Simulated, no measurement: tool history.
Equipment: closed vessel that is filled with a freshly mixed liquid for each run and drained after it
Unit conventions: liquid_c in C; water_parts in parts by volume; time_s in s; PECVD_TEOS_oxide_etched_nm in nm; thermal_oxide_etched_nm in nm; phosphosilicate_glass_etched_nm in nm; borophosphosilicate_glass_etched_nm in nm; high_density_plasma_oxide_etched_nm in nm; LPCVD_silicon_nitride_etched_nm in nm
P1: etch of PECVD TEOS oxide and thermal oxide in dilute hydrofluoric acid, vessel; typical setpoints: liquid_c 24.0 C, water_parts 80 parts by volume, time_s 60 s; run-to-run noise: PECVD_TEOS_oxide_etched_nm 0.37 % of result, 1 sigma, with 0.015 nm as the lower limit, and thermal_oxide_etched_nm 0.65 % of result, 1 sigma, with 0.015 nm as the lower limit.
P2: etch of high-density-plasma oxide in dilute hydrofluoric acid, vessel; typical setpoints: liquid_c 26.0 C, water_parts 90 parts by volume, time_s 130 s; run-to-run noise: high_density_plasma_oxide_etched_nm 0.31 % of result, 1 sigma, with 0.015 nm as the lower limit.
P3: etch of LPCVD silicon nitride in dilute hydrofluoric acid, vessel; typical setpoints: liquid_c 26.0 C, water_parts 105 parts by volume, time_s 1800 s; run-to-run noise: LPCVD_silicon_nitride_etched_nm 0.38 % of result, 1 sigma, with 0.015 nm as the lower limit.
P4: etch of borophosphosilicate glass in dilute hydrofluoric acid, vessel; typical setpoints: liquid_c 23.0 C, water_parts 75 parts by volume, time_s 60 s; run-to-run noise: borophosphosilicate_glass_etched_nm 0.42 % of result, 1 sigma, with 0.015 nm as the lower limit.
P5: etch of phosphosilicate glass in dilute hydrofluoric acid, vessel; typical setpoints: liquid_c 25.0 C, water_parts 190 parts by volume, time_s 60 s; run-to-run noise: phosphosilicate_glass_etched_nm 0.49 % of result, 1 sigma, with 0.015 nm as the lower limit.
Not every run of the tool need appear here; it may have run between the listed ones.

run,hour,process,liquid_c,water_parts,time_s,PECVD_TEOS_oxide_etched_nm,thermal_oxide_etched_nm,phosphosilicate_glass_etched_nm,borophosphosilicate_glass_etched_nm,high_density_plasma_oxide_etched_nm,LPCVD_silicon_nitride_etched_nm
1,8.1,P1,24.0,80,60,22.4250,4.0268,,,,
2,13.5,P1,24.0,135,60,12.4890,2.2454,,,,
3,21.1,P1,32.0,80,60,30.4640,5.4688,,,,
4,28.8,P5,25.0,190,60,,,20.142,,,
5,37.6,P4,23.0,75,105,,,,40.602,,
6,44.9,P5,25.0,190,110,,,37.396,,,
7,51.1,P5,18.5,190,60,,,15.815,,,
8,56.2,P1,24.0,80,115,42.8360,7.6457,,,,
9,64.5,P1,24.0,80,60,22.3330,4.0558,,,,
10,69.6,P1,24.0,80,60,22.3760,3.9502,,,,
11,76.5,P1,24.0,80,60,22.2830,4.0470,,,,
12,84.0,P1,24.0,80,60,22.1590,3.9815,,,,
13,88.6,P1,24.0,80,30,11.1410,1.9965,,,,
14,96.9,P4,28.0,75,60,,,,28.478,,
15,102.4,P2,26.0,90,130,,,,,10.3380,
16,106.6,P1,24.0,120,30,7.0798,1.2625,,,,
17,114.8,P2,26.0,125,130,,,,,7.1881,
18,119.2,P3,31.0,105,1800,,,,,,14.1240
19,123.9,P5,25.0,190,60,,,20.237,,,
20,128.9,P3,26.0,105,1800,,,,,,10.2950
21,134.8,P1,24.0,80,60,22.2680,4.0418,,,,
22,140.9,P3,26.0,105,3555,,,,,,20.3610
23,145.0,P4,23.0,75,60,,,,23.108,,
24,150.6,P1,19.5,80,60,18.5860,3.2947,,,,
25,157.8,P2,32.0,90,130,,,,,13.0940,
26,164.4,P2,26.0,90,245,,,,,19.6130,
27,171.2,P3,26.0,155,1800,,,,,,6.9595
28,177.7,P4,23.0,35,60,,,,52.301,,
29,181.6,P1,24.0,80,60,22.2240,3.9906,,,,
30,186.0,P1,27.5,80,110,46.8720,8.4241,,,,
31,193.7,P5,25.0,115,60,,,36.185,,,
32,199.2,P2,26.0,90,130,,,,,10.3970,
33,207.2,P1,28.0,140,60,13.8060,2.4620,,,,
34,212.2,P1,24.0,45,60,41.6580,7.4099,,,,
35,220.4,P1,24.0,80,60,22.3390,4.0471,,,,
36,225.2,P1,24.0,80,60,21.7380,3.9256,,,,
37,229.5,P1,24.0,80,60,21.6970,3.9400,,,,
38,236.9,P1,24.0,80,60,21.3440,3.8346,,,,
39,243.0,P1,24.0,80,60,21.2970,3.7755,,,,
40,247.3,P1,24.0,80,60,21.3380,3.7685,,,,
41,251.8,P1,24.0,80,60,21.2140,3.8096,,,,
42,258.0,P1,24.0,80,60,21.0710,3.8141,,,,
43,263.6,P1,24.0,80,60,21.0350,3.7837,,,,
44,271.3,P1,24.0,80,60,21.0700,3.8403,,,,

Something has made what P1 gives creep away from where it was; the 2 causes below, each at its own stated size, fit the log equally well:
A: hydrofluoric acid flow below the setpoint (%) = 4.95
B: liquid colder than its thermometer reads (K) = 1.39
The drift started at roughly hour 220.4.

Each of the 4 check runs below uses one wafer; its results are left as question marks. Which run tells the causes apart?
check 1,279.0,P5,25.0,190,60,,,?,,,
check 2,279.0,P2,26.0,90,130,,,,,?,
check 3,279.0,P4,23.0,75,60,,,,?,,
check 4,279.0,P3,26.0,105,1800,,,,,,?

Predicted outcomes, by check and by cause:
check,result,if A,if B
check 1,phosphosilicate_glass_etched_nm,19.095,19.290
check 2,high_density_plasma_oxide_etched_nm,9.8032,9.8236
check 3,borophosphosilicate_glass_etched_nm,22.033,22.006
check 4,LPCVD_silicon_nitride_etched_nm,9.7969,9.4132
Separation of the two closest causes in each check, using whichever result separates them best: check 1 1.01 %; check 2 0.21 %; check 3 0.12 %; check 4 3.99 %
Only in check 4 would the causes give clearly different results; in the remaining checks their results would be nearly the same.

The results of check 4 are: LPCVD_silicon_nitride_etched_nm 9.4124 nm. Based on these, which of the listed causes is it?

Of the candidate causes, it is B: liquid colder than its thermometer reads (K).
